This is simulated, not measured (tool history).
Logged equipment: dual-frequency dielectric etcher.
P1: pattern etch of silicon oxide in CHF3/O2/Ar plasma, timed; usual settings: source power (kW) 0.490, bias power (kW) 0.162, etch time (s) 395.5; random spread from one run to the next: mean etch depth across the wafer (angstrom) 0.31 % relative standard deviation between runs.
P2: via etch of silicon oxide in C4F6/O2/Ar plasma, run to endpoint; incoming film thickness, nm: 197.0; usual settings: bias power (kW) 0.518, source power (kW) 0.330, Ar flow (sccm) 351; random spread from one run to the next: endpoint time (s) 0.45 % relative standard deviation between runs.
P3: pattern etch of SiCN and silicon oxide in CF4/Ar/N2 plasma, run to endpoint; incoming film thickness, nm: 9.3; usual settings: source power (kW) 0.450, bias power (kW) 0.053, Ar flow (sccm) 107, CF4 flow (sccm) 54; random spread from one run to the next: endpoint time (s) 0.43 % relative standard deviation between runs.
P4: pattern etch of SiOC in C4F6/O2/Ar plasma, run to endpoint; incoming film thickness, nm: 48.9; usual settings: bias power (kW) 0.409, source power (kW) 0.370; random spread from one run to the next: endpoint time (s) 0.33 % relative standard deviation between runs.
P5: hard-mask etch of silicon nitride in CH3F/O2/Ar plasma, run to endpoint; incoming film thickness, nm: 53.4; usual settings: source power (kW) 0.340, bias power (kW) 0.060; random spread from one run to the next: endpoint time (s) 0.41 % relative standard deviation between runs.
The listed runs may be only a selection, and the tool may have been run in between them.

run,hour,process that ran,source power (kW),bias power (kW),etch time (s),Ar flow (sccm),CF4 flow (sccm),hours since the last wet clean,hours since the last source power generator calibration,hours since the last bias power generator calibration,mean etch depth across the wafer (angstrom),endpoint time (s)
1,6.1,P1,0.490,0.162,395.5,,,238.5,1563.3,1294.1,7066.8,
2,20.4,P3,0.270,0.053,,107,54,252.8,1577.6,1308.4,,20.049
3,32.6,P1,0.490,0.162,395.5,,,265.0,1589.8,1320.6,7031.8,
4,44.0,P5,0.340,0.080,,,,276.4,1601.2,1332.0,,78.651
5,55.1,P1,0.490,0.110,277.5,,,287.5,1612.3,1343.1,4330.6,
6,66.3,P2,0.330,0.617,,351,,298.7,1623.5,1354.3,,44.591
7,80.0,P1,0.490,0.124,395.5,,,312.4,1637.2,1368.0,6411.8,
8,93.9,P1,0.330,0.162,495.5,,,326.3,1651.1,1381.9,7614.0,
9,100.5,P1,0.490,0.162,217.5,,,332.9,1657.7,1388.5,3874.2,
10,108.2,P2,0.330,0.518,,249,,340.6,1665.4,1396.2,,45.837
11,122.0,P1,0.490,0.162,395.5,,,354.4,1679.2,1410.0,7023.8,
12,135.0,P1,0.590,0.162,285.5,,,367.4,1692.2,1423.0,5409.8,
13,148.1,P1,0.490,0.162,395.5,,,380.5,1705.3,1436.1,7019.4,
14,160.1,P3,0.450,0.053,,143,54,392.5,1717.3,1448.1,,13.530
15,167.4,P3,0.450,0.053,,107,67,399.8,1724.6,1455.4,,12.269
16,177.0,P3,0.450,0.041,,107,54,409.4,1734.2,1465.0,,13.746
17,185.7,P5,0.430,0.060,,,,418.1,1742.9,1473.7,,78.989
18,194.8,P4,0.370,0.409,,,,427.2,1752.0,1482.8,,18.489
19,201.2,P4,0.500,0.409,,,,433.6,1758.4,1489.2,,16.384
20,214.9,P4,0.370,0.272,,,,447.3,1772.1,1502.9,,21.224
21,222.9,P2,0.210,0.518,,351,,455.3,1780.1,1510.9,,55.612
22,231.2,P2,0.330,0.518,,351,,463.6,1788.4,1519.2,,47.670
23,243.2,P1,0.290,0.162,395.5,,,475.6,1800.4,1531.2,5727.4,
24,251.4,P5,0.340,0.060,,,,483.8,1808.6,1539.4,,86.231
25,262.8,P1,0.490,0.211,395.5,,,495.2,1820.0,1550.8,7679.5,
26,276.3,P1,0.490,0.162,395.5,,,508.7,1833.5,1564.3,7012.8,
27,283.2,P3,0.450,0.053,,107,54,515.6,1840.4,1571.2,,12.891
28,292.0,P1,0.490,0.162,546.0,,,524.4,1849.2,1580.0,9676.3,
29,300.7,P1,0.490,0.162,395.5,,,533.1,1857.9,1588.7,7023.8,
30,313.2,P1,0.600,0.162,395.5,,,545.6,1870.4,1601.2,7561.1,
31,322.9,P2,0.330,0.518,,351,,555.3,1880.1,1610.9,,47.243
32,333.5,P4,0.370,0.409,,,,565.9,1890.7,1621.5,,18.306
33,339.9,P1,0.490,0.162,395.5,,,572.3,1897.1,1627.9,7035.1,
34,348.3,P1,0.490,0.162,395.5,,,580.7,1905.5,1636.3,7022.8,
35,356.3,P1,0.490,0.162,395.5,,,588.7,1913.5,1644.3,7068.2,
36,367.0,P1,0.490,0.162,395.5,,,599.4,1924.2,1655.0,7099.7,
37,379.6,P1,0.490,0.162,395.5,,,612.0,1936.8,1667.6,7054.2,
38,387.2,P1,0.490,0.162,395.5,,,619.6,1944.4,1675.2,7133.8,
39,400.2,P1,0.490,0.162,395.5,,,632.6,1957.4,1688.2,7107.2,
# hour 400.4: wet clean of the chamber
40,409.4,P1,0.490,0.162,395.5,,,9.0,1966.6,1697.4,7116.0,
41,418.2,P1,0.490,0.162,395.5,,,17.8,1975.4,1706.2,7093.1,
42,431.1,P1,0.490,0.162,395.5,,,30.7,1988.3,1719.1,7127.9,
43,438.3,P1,0.490,0.162,395.5,,,37.9,1995.5,1726.3,7147.9,
44,444.9,P1,0.490,0.162,395.5,,,44.5,2002.1,1732.9,7104.5,

P1 no longer gives what it gave before; its output has crept away from where it was. The following 2 causes, each at its listed size, fit the log equally well:
A: source power that arrives over what is set, % = 4.15
B: bias power that arrives over what is set, % = 4.75
Onset of the creep was near hour 348.3.
Every other cause this tool's parts could produce, and why it does not fit the log:
chamber walls in a state that raises the etch rate, %: serviced at hour 400.4, after the change had begun; the process did not return to its earlier output

You are offered 4 check runs, listed below with question marks in place of their results; each one averages 3 wafers. Which run separates the listed causes by giving clearly different results for each?
check 1,451.5,P3,0.450,0.053,,107,54,,,,,?
check 2,451.5,P5,0.340,0.060,,,,,,,,?
check 3,451.5,P4,0.370,0.409,,,,,,,,?
check 4,451.5,P2,0.330,0.518,,351,,,,,,?

Outcome of each check run for each possible cause:
check,result,if A,if B
check 1,endpoint time (s),12.294,12.548
check 2,endpoint time (s),85.403,85.406
check 3,endpoint time (s),18.121,18.088
check 4,endpoint time (s),46.681,46.554
Per check, the gap between the least separated pair of causes, taken in the result that splits them most: check 1 2.04 %; check 2 0 %; check 3 0.18 %; check 4 0.27 %
Of the check runs offered, only check 1 discriminates between the causes; the rest would read about the same regardless of which cause applies.

Check 1 was carried out, with these results: endpoint time (s) 12.334. Which of the listed causes is responsible?

It is A: source power that arrives over what is set, %.

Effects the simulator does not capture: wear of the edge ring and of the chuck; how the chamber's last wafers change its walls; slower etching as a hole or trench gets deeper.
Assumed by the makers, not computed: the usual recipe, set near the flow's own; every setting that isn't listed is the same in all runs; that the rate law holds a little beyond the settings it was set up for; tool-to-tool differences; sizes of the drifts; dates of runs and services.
